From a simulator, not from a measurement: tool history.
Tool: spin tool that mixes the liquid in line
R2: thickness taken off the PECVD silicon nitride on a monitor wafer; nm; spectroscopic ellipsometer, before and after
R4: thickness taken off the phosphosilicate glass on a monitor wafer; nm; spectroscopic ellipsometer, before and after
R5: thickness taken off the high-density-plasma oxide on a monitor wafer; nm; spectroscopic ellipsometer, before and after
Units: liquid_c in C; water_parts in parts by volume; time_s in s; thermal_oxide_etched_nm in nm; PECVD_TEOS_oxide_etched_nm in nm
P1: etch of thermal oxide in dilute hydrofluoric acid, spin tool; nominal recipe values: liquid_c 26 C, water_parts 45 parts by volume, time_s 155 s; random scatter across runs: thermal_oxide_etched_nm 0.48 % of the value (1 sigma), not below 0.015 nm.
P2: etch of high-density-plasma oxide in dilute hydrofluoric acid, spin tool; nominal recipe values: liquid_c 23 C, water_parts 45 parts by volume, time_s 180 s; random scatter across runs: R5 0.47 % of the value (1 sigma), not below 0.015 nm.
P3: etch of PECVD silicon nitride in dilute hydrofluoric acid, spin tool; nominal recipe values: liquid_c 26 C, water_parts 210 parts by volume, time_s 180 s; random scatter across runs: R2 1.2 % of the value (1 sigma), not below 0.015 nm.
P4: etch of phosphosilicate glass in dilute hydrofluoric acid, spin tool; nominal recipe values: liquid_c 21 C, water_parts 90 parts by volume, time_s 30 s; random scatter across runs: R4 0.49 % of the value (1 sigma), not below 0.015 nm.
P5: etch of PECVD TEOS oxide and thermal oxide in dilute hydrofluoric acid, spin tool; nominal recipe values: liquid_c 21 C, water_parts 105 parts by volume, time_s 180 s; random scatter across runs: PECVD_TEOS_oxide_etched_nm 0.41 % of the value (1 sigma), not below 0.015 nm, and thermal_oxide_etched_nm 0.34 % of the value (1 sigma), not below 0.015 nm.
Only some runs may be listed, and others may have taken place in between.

Run 1, hour 9.8: process P1, liquid_c 26 C, water_parts 45 parts by volume, time_s 155 s. Result: thermal_oxide_etched_nm 20.869 nm.
Run 2, hour 26.7: process P3, liquid_c 26 C, water_parts 210 parts by volume, time_s 180 s. Result: R2 1.966 nm.
Run 3, hour 39.5: process P5, liquid_c 21 C, water_parts 25 parts by volume, time_s 180 s. Result: thermal_oxide_etched_nm 34.301 nm, PECVD_TEOS_oxide_etched_nm 63.333 nm.
At hour 48.5: thermometer replaced.
Run 4, hour 53.7: process P4, liquid_c 21 C, water_parts 90 parts by volume, time_s 30 s. Result: R4 59.772 nm.
Run 5, hour 70.8: process P1, liquid_c 20.5 C, water_parts 45 parts by volume, time_s 155 s. Result: thermal_oxide_etched_nm 16.685 nm.
Run 6, hour 88.7: process P1, liquid_c 26 C, water_parts 45 parts by volume, time_s 155 s. Result: thermal_oxide_etched_nm 20.833 nm.
Run 7, hour 103.1: process P2, liquid_c 23 C, water_parts 45 parts by volume, time_s 180 s. Result: R5 30.632 nm.
Run 8, hour 120.3: process P5, liquid_c 21 C, water_parts 105 parts by volume, time_s 180 s. Result: thermal_oxide_etched_nm 7.4018 nm, PECVD_TEOS_oxide_etched_nm 13.599 nm.
Run 9, hour 138.3: process P1, liquid_c 26 C, water_parts 65 parts by volume, time_s 285 s. Result: thermal_oxide_etched_nm 26.059 nm.
Run 10, hour 146.8: process P5, liquid_c 21 C, water_parts 105 parts by volume, time_s 350 s. Result: thermal_oxide_etched_nm 14.448 nm, PECVD_TEOS_oxide_etched_nm 26.328 nm.
Run 11, hour 163.2: process P1, liquid_c 26 C, water_parts 45 parts by volume, time_s 155 s. Result: thermal_oxide_etched_nm 21.183 nm.
Run 12, hour 174.9: process P1, liquid_c 26 C, water_parts 20 parts by volume, time_s 155 s. Result: thermal_oxide_etched_nm 49.129 nm.
Run 13, hour 184.1: process P3, liquid_c 33.5 C, water_parts 210 parts by volume, time_s 180 s. Result: R2 3.09 nm.
Run 14, hour 197.9: process P1, liquid_c 26 C, water_parts 45 parts by volume, time_s 155 s. Result: thermal_oxide_etched_nm 20.828 nm.
Run 15, hour 212.4: process P4, liquid_c 17 C, water_parts 90 parts by volume, time_s 30 s. Result: R4 50.413 nm.
Run 16, hour 226.7: process P4, liquid_c 21 C, water_parts 90 parts by volume, time_s 65 s. Result: R4 129.13 nm.
Run 17, hour 240.5: process P5, liquid_c 21 C, water_parts 105 parts by volume, time_s 180 s. Result: thermal_oxide_etched_nm 7.4239 nm, PECVD_TEOS_oxide_etched_nm 13.681 nm.
Run 18, hour 252.1: process P4, liquid_c 21 C, water_parts 160 parts by volume, time_s 30 s. Result: R4 31.343 nm.
Run 19, hour 260.3: process P1, liquid_c 26 C, water_parts 70 parts by volume, time_s 155 s. Result: thermal_oxide_etched_nm 13.059 nm.
At hour 263.6: hydrofluoric acid flow meter replaced.
Run 20, hour 275.8: process P1, liquid_c 26 C, water_parts 45 parts by volume, time_s 80 s. Result: thermal_oxide_etched_nm 10.937 nm.
Run 21, hour 286.2: process P1, liquid_c 34 C, water_parts 45 parts by volume, time_s 155 s. Result: thermal_oxide_etched_nm 28.706 nm.
Run 22, hour 299.2: process P2, liquid_c 17.5 C, water_parts 45 parts by volume, time_s 180 s. Result: R5 24.193 nm.

Forecast run 23:
Run 23, hour 312.9: process P3, liquid_c 26 C, water_parts 210 parts by volume, time_s 315 s. Result: R2 ?.

{"run 23": {"R2": 3.4603}}
